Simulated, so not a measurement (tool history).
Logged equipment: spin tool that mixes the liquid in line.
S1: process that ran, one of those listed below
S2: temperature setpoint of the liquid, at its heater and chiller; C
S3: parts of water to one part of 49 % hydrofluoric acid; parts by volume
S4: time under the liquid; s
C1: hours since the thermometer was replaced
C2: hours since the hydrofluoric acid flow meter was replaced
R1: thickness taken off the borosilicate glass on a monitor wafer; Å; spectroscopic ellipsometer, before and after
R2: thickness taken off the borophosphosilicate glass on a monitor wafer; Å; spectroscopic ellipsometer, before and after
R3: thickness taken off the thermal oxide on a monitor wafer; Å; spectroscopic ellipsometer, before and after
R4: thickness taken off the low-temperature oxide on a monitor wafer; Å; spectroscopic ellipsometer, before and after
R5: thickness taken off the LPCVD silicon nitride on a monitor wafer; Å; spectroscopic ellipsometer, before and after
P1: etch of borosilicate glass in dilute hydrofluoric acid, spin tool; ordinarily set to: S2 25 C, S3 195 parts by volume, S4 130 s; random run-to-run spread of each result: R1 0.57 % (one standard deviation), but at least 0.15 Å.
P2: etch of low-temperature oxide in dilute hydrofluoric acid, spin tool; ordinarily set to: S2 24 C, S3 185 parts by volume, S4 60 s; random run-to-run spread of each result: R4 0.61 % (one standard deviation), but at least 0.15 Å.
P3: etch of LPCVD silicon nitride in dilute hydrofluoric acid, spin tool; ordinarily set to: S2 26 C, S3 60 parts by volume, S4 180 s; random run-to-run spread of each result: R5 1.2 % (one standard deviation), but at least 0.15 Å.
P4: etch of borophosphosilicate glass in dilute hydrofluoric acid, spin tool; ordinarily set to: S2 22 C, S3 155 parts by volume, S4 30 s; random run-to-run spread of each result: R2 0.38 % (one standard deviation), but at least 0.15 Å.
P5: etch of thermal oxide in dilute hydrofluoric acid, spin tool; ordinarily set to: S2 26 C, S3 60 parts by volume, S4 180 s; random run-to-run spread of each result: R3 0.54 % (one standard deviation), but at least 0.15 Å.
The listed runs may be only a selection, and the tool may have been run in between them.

run 1 hour=8.7 | S1=P1 S2=25 S3=195 S4=130 | C1=277.1 C2=321.8 | R1=206.88
run 2 hour=15.7 | S1=P4 S2=22 S3=155 S4=55 | C1=284.1 C2=328.8 | R2=159.15
run 3 hour=20.4 | S1=P5 S2=26 S3=60 S4=35 | C1=288.8 C2=333.5 | R3=30.368
run 4 hour=29.7 | S1=P1 S2=18.5 S3=195 S4=130 | C1=298.1 C2=342.8 | R1=159.48
run 5 hour=35.9 | S1=P2 S2=17.5 S3=185 S4=60 | C1=304.3 C2=349 | R4=38.49
run 6 hour=42 | S1=P4 S2=17 S3=155 S4=30 | C1=310.4 C2=355.1 | R2=71.105
run 7 hour=46.5 | S1=P1 S2=25 S3=345 S4=130 | C1=314.9 C2=359.6 | R1=98.776
run 8 hour=51.9 | S1=P2 S2=24 S3=185 S4=60 | C1=320.3 C2=365 | R4=49.477
run 9 hour=60.4 | S1=P5 S2=17.5 S3=60 S4=180 | C1=328.8 C2=373.5 | R3=112.54
run 10 hour=65.5 | S1=P4 S2=22 S3=240 S4=30 | C1=333.9 C2=378.6 | R2=51.083
run 11 hour=71.7 | S1=P2 S2=24 S3=185 S4=60 | C1=340.1 C2=384.8 | R4=49.456
run 12 hour=79.6 | S1=P1 S2=25 S3=40 S4=130 | C1=348 C2=392.7 | R1=1213.3
run 13 hour=88.8 | S1=P1 S2=25 S3=195 S4=70 | C1=357.2 C2=401.9 | R1=111.47
run 14 hour=94.1 | S1=P3 S2=26 S3=95 S4=180 | C1=362.5 C2=407.2 | R5=12.001
run 15 hour=98.6 | S1=P1 S2=25 S3=195 S4=130 | C1=367 C2=411.7 | R1=204.31
run 16 hour=105.1 | S1=P5 S2=26 S3=100 S4=180 | C1=373.5 C2=418.2 | R3=89.574
run 17 hour=113.4 | S1=P1 S2=25 S3=195 S4=130 | C1=381.8 C2=426.5 | R1=205.04
run 18 hour=118.7 | S1=P3 S2=22 S3=60 S4=180 | C1=387.1 C2=431.8 | R5=14.062
run 19 hour=124.8 | S1=P1 S2=25 S3=110 S4=20 | C1=393.2 C2=437.9 | R1=61.687
run 20 hour=131 | S1=P3 S2=26 S3=60 S4=180 | C1=399.4 C2=444.1 | R5=18.331
run 21 hour=138.4 | S1=P5 S2=26 S3=60 S4=180 | C1=406.8 C2=451.5 | R3=157.67
run 22 hour=145.6 | S1=P1 S2=30 S3=195 S4=130 | C1=414 C2=458.7 | R1=244.89
run 23 hour=151.7 | S1=P2 S2=24 S3=185 S4=90 | C1=420.1 C2=464.8 | R4=74.072
run 24 hour=157.8 | S1=P5 S2=26 S3=60 S4=180 | C1=426.2 C2=470.9 | R3=157.13
run 25 hour=167.2 | S1=P1 S2=25 S3=195 S4=130 | C1=435.6 C2=480.3 | R1=204.35
run 26 hour=175.2 | S1=P1 S2=25 S3=195 S4=235 | C1=443.6 C2=488.3 | R1=368.74
run 27 hour=184.4 | S1=P3 S2=26 S3=60 S4=350 | C1=452.8 C2=497.5 | R5=35.607
run 28 hour=191.3 | S1=P1 S2=25 S3=130 S4=255 | C1=459.7 C2=504.4 | R1=647.44
run 29 hour=195.6 | S1=P1 S2=25 S3=195 S4=130 | C1=464 C2=508.7 | R1=203.43
run 30 hour=203.3 | S1=P4 S2=22 S3=155 S4=30 | C1=471.7 C2=516.4 | R2=86.902
run 31 hour=209 | S1=P2 S2=24 S3=330 S4=60 | C1=477.4 C2=522.1 | R4=23.96
run 32 hour=215.5 | S1=P1 S2=25 S3=195 S4=130 | C1=483.9 C2=528.6 | R1=203.92
run 33 hour=224.8 | S1=P1 S2=25 S3=195 S4=130 | C1=493.2 C2=537.9 | R1=197.32
run 34 hour=232.2 | S1=P1 S2=25 S3=195 S4=130 | C1=500.6 C2=545.3 | R1=193.16
run 35 hour=240.4 | S1=P1 S2=25 S3=195 S4=130 | C1=508.8 C2=553.5 | R1=191.55
run 36 hour=249.1 | S1=P1 S2=25 S3=195 S4=130 | C1=517.5 C2=562.2 | R1=189.9
run 37 hour=253.5 | S1=P1 S2=25 S3=195 S4=130 | C1=521.9 C2=566.6 | R1=190.07
run 38 hour=261.9 | S1=P1 S2=25 S3=195 S4=130 | C1=530.3 C2=575 | R1=189.88

The output of P1 has drifted from where it used to be. Each of the 2 causes below, taken at the size shown beside it, accounts for the log equally well:
A: hydrofluoric acid flow below the setpoint (%) = 5.6
B: liquid colder than its thermometer reads (K) = 1.9
The drift started at roughly hour 215.5.

You are offered 4 check runs, listed below with question marks in place of their results; each one averages 2 wafers. Which run separates the listed causes by giving clearly different results for each?
run check 1 hour=270.3 | S1=P2 S2=20.5 S3=325 S4=60 | R4=?
run check 2 hour=270.3 | S1=P3 S2=26 S3=60 S4=260 | R5=?
run check 3 hour=270.3 | S1=P5 S2=26 S3=95 S4=180 | R3=?
run check 4 hour=270.3 | S1=P4 S2=22 S3=220 S4=30 | R2=?

What every check run would give for each of its results, assuming each possible cause in turn:
check=check_1 result=R4 if_A=20.049 if_B=20.164
check=check_2 result=R5 if_A=25.284 if_B=23.583
check=check_3 result=R3 if_A=89.159 if_B=88.282
check=check_4 result=R2 if_A=53.062 if_B=53.009
Minimum pairwise separation of causes per check, each pair taken at its best-separating result: check 1 0.57 %; check 2 6.97 %; check 3 0.99 %; check 4 0.1 %
Check 2 is the one run that separates the causes; every other check would come out nearly the same whichever cause is at work.

After running check 2, the following was obtained: R5 24.039 Å. Which cause does this point to?

The cause is B: liquid colder than its thermometer reads (K).
